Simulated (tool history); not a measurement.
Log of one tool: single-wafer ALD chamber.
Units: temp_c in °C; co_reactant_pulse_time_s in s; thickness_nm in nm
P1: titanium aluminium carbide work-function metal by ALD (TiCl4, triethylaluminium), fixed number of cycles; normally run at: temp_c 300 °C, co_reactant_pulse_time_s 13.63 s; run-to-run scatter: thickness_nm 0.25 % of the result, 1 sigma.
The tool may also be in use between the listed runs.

run 1 hour=6.6 | temp_c=300 co_reactant_pulse_time_s=13.63 | thickness_nm=2.1128
run 2 hour=10.7 | temp_c=300 co_reactant_pulse_time_s=4.86 | thickness_nm=1.7213
run 3 hour=17.3 | temp_c=300 co_reactant_pulse_time_s=13.63 | thickness_nm=2.1105
run 4 hour=21.5 | temp_c=300 co_reactant_pulse_time_s=13.63 | thickness_nm=2.1032
run 5 hour=27.4 | temp_c=317 co_reactant_pulse_time_s=13.63 | thickness_nm=2.2699
run 6 hour=31.1 | temp_c=280 co_reactant_pulse_time_s=13.63 | thickness_nm=1.9279
run 7 hour=38 | temp_c=300 co_reactant_pulse_time_s=19.73 | thickness_nm=2.126
run 8 hour=44.9 | temp_c=300 co_reactant_pulse_time_s=13.63 | thickness_nm=2.1133
run 9 hour=49 | temp_c=300 co_reactant_pulse_time_s=13.63 | thickness_nm=2.1028
run 10 hour=53.3 | temp_c=300 co_reactant_pulse_time_s=13.63 | thickness_nm=2.1011
run 11 hour=58.4 | temp_c=311 co_reactant_pulse_time_s=19.2 | thickness_nm=2.2243
run 12 hour=63.6 | temp_c=319 co_reactant_pulse_time_s=7.3 | thickness_nm=2.1231
run 13 hour=70.7 | temp_c=300 co_reactant_pulse_time_s=13.63 | thickness_nm=2.1101
run 14 hour=75 | temp_c=300 co_reactant_pulse_time_s=13.63 | thickness_nm=2.106
run 15 hour=81.7 | temp_c=300 co_reactant_pulse_time_s=13.63 | thickness_nm=2.086
run 16 hour=89 | temp_c=300 co_reactant_pulse_time_s=13.63 | thickness_nm=2.0867
run 17 hour=94.4 | temp_c=300 co_reactant_pulse_time_s=13.63 | thickness_nm=2.0762
run 18 hour=100.7 | temp_c=300 co_reactant_pulse_time_s=13.63 | thickness_nm=2.0693
run 19 hour=103.9 | temp_c=300 co_reactant_pulse_time_s=13.63 | thickness_nm=2.0815
run 20 hour=109.5 | temp_c=300 co_reactant_pulse_time_s=13.63 | thickness_nm=2.0726
run 21 hour=115.8 | temp_c=300 co_reactant_pulse_time_s=13.63 | thickness_nm=2.0783
run 22 hour=122.5 | temp_c=300 co_reactant_pulse_time_s=13.63 | thickness_nm=2.0707
run 23 hour=126.4 | temp_c=300 co_reactant_pulse_time_s=13.63 | thickness_nm=2.0689

The next listed run, before its measurement:
run 24 hour=129.8 | temp_c=300 co_reactant_pulse_time_s=13.63 | thickness_nm=?

Run 24 gave thickness_nm 2.0713 nm.
